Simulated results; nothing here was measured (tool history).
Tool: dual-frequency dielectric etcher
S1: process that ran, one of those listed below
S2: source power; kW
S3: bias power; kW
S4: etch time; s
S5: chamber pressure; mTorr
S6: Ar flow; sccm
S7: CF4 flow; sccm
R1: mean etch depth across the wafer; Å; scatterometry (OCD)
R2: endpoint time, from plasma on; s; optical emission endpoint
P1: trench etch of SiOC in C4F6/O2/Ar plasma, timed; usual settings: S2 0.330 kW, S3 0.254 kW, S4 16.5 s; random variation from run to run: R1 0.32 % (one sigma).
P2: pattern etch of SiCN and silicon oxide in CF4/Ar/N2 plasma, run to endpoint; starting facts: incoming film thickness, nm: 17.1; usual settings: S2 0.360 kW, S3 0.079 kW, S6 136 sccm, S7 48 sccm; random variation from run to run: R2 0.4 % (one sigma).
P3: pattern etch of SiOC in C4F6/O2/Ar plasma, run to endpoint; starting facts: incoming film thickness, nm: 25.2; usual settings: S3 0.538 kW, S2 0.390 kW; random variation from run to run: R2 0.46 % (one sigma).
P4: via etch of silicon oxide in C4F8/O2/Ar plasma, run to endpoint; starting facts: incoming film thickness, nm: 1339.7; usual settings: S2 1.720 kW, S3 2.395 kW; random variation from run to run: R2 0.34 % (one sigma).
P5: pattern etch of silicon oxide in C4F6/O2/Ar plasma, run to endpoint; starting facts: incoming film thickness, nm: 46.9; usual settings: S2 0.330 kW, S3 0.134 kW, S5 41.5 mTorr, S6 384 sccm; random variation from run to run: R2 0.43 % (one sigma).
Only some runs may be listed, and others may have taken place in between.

{"run": 1, "day": 0.454, "S1": "P1", "S2": 0.33, "S3": 0.254, "S4": 16.5, "R1": 355.2}
{"run": 2, "day": 0.688, "S1": "P5", "S2": 0.33, "S3": 0.134, "S5": 41.5, "S6": 384, "R2": 18.65}
{"run": 3, "day": 0.946, "S1": "P2", "S2": 0.36, "S3": 0.079, "S6": 136, "S7": 48, "R2": 26.016}
{"run": 4, "day": 1.208, "S1": "P4", "S2": 1.07, "S3": 2.395, "R2": 322.04}
{"run": 5, "day": 1.642, "S1": "P5", "S2": 0.33, "S3": 0.077, "S5": 41.5, "S6": 384, "R2": 21.716}
{"run": 6, "day": 2.104, "S1": "P2", "S2": 0.44, "S3": 0.079, "S6": 136, "S7": 48, "R2": 21.819}
{"run": 7, "day": 2.517, "S1": "P1", "S2": 0.24, "S3": 0.16, "S4": 16.5, "R1": 268.31}
{"run": 8, "day": 2.958, "S1": "P2", "S2": 0.36, "S3": 0.107, "S6": 136, "S7": 48, "R2": 22.937}
{"run": 9, "day": 3.308, "S1": "P1", "S2": 0.33, "S3": 0.254, "S4": 10.0, "R1": 215.5}
{"run": 10, "day": 3.617, "S1": "P5", "S2": 0.33, "S3": 0.134, "S5": 41.5, "S6": 384, "R2": 18.521}
{"run": 11, "day": 3.879, "S1": "P1", "S2": 0.33, "S3": 0.254, "S4": 25.0, "R1": 537.14}
{"run": 12, "day": 4.15, "S1": "P1", "S2": 0.44, "S3": 0.254, "S4": 16.5, "R1": 398.29}
{"run": 13, "day": 4.554, "S1": "P5", "S2": 0.33, "S3": 0.134, "S5": 55.0, "S6": 384, "R2": 19.183}
{"day": 4.621, "done": "wet clean of the chamber"}
{"run": 14, "day": 4.804, "S1": "P5", "S2": 0.43, "S3": 0.134, "S5": 41.5, "S6": 384, "R2": 16.766}
{"run": 15, "day": 5.025, "S1": "P2", "S2": 0.36, "S3": 0.079, "S6": 136, "S7": 48, "R2": 25.886}
{"run": 16, "day": 5.425, "S1": "P2", "S2": 0.36, "S3": 0.079, "S6": 181, "S7": 48, "R2": 27.235}
{"run": 17, "day": 5.662, "S1": "P4", "S2": 1.72, "S3": 2.395, "R2": 269.02}
{"run": 18, "day": 5.942, "S1": "P1", "S2": 0.24, "S3": 0.254, "S4": 16.5, "R1": 315.42}
{"run": 19, "day": 6.325, "S1": "P1", "S2": 0.22, "S3": 0.186, "S4": 16.5, "R1": 274.51}
{"run": 20, "day": 6.542, "S1": "P3", "S2": 0.39, "S3": 0.538, "R2": 8.3881}
{"run": 21, "day": 6.979, "S1": "P3", "S2": 0.39, "S3": 0.32, "R2": 10.134}
{"run": 22, "day": 7.312, "S1": "P2", "S2": 0.36, "S3": 0.079, "S6": 136, "S7": 67, "R2": 24.836}
{"run": 23, "day": 7.675, "S1": "P1", "S2": 0.33, "S3": 0.254, "S4": 16.5, "R1": 355.1}
{"run": 24, "day": 8.046, "S1": "P3", "S2": 0.39, "S3": 0.538, "R2": 8.341}
{"run": 25, "day": 8.279, "S1": "P3", "S2": 0.47, "S3": 0.538, "R2": 7.8626}
{"run": 26, "day": 8.708, "S1": "P1", "S2": 0.33, "S3": 0.309, "S4": 16.5, "R1": 380.03}
{"day": 8.904, "done": "source power generator calibrated"}
{"run": 27, "day": 8.942, "S1": "P4", "S2": 1.72, "S3": 1.417, "R2": 311.12}
{"run": 28, "day": 9.262, "S1": "P1", "S2": 0.33, "S3": 0.328, "S4": 23.0, "R1": 542.17}
{"run": 29, "day": 9.488, "S1": "P1", "S2": 0.33, "S3": 0.16, "S4": 16.5, "R1": 304.5}
{"run": 30, "day": 9.812, "S1": "P1", "S2": 0.33, "S3": 0.254, "S4": 16.5, "R1": 353.88}
{"run": 31, "day": 10.038, "S1": "P4", "S2": 1.72, "S3": 2.395, "R2": 269.39}
{"run": 32, "day": 10.396, "S1": "P1", "S2": 0.33, "S3": 0.254, "S4": 16.5, "R1": 356.38}
{"run": 33, "day": 10.654, "S1": "P1", "S2": 0.33, "S3": 0.254, "S4": 16.5, "R1": 356.09}
{"run": 34, "day": 10.904, "S1": "P5", "S2": 0.33, "S3": 0.134, "S5": 41.5, "S6": 271, "R2": 17.905}
{"run": 35, "day": 11.179, "S1": "P1", "S2": 0.33, "S3": 0.254, "S4": 16.5, "R1": 355.01}
{"run": 36, "day": 11.621, "S1": "P1", "S2": 0.33, "S3": 0.254, "S4": 16.5, "R1": 352.17}
{"run": 37, "day": 12.021, "S1": "P1", "S2": 0.33, "S3": 0.254, "S4": 16.5, "R1": 353.88}
{"run": 38, "day": 12.446, "S1": "P1", "S2": 0.33, "S3": 0.254, "S4": 16.5, "R1": 350.82}
{"run": 39, "day": 12.804, "S1": "P1", "S2": 0.33, "S3": 0.254, "S4": 16.5, "R1": 349.51}
{"day": 13.154, "done": "wet clean of the chamber"}
{"run": 40, "day": 13.221, "S1": "P1", "S2": 0.33, "S3": 0.254, "S4": 16.5, "R1": 349.47}
{"run": 41, "day": 13.579, "S1": "P1", "S2": 0.33, "S3": 0.254, "S4": 16.5, "R1": 350.6}
{"run": 42, "day": 13.842, "S1": "P1", "S2": 0.33, "S3": 0.254, "S4": 16.5, "R1": 350.44}
{"run": 43, "day": 14.162, "S1": "P1", "S2": 0.33, "S3": 0.254, "S4": 16.5, "R1": 351.02}
{"run": 44, "day": 14.467, "S1": "P1", "S2": 0.33, "S3": 0.254, "S4": 16.5, "R1": 348.29}
{"run": 45, "day": 14.85, "S1": "P1", "S2": 0.33, "S3": 0.254, "S4": 16.5, "R1": 348.78}
{"run": 46, "day": 15.292, "S1": "P1", "S2": 0.33, "S3": 0.254, "S4": 16.5, "R1": 349.54}

The output of P1 has drifted from where it used to be. Each of the 2 causes below, taken at the size shown beside it, accounts for the log equally well:
A: bias power that arrives under what is set, % = 4.83
B: source power that arrives under what is set, % = 4.36
Creep in the process output first set in at about day 11.179.
Excluded causes, each with its reason:
chamber walls in a state that lowers the etch rate, %: serviced after onset, at day 13.154, with no recovery of the prior output

The list below offers 4 check runs, each averaging the results of 2 wafers, and shows each result as a question mark. For which of them would the listed causes give clearly different results?
{"run": "check 1", "day": 15.733, "S1": "P4", "S2": 1.42, "S3": 1.485, "R2": "?"}
{"run": "check 2", "day": 15.733, "S1": "P5", "S2": 0.33, "S3": 0.096, "S5": 41.5, "S6": 384, "R2": "?"}
{"run": "check 3", "day": 15.733, "S1": "P2", "S2": 0.36, "S3": 0.079, "S6": 136, "S7": 62, "R2": "?"}
{"run": "check 4", "day": 15.733, "S1": "P3", "S2": 0.46, "S3": 0.331, "R2": "?"}

Check results expected under each cause:
check=check_1 result=R2 if_A=336.5300 if_B=338.0400
check=check_2 result=R2 if_A=20.8370 if_B=20.9300
check=check_3 result=R2 if_A=25.4410 if_B=25.9660
check=check_4 result=R2 if_A=9.5371 if_B=9.5344
Per-check spread between the two closest causes, in the result where they differ most: check 1 0.45 %; check 2 0.45 %; check 3 2.04 %; check 4 0.03 %
Check 3 distinguishes between the causes, while the remaining checks would return nearly the same result for all of them.

Check 3 has now been run. It gave: R2 25.9690 s. Which of the candidate causes is it?

It was cause B: source power that arrives under what is set, %.

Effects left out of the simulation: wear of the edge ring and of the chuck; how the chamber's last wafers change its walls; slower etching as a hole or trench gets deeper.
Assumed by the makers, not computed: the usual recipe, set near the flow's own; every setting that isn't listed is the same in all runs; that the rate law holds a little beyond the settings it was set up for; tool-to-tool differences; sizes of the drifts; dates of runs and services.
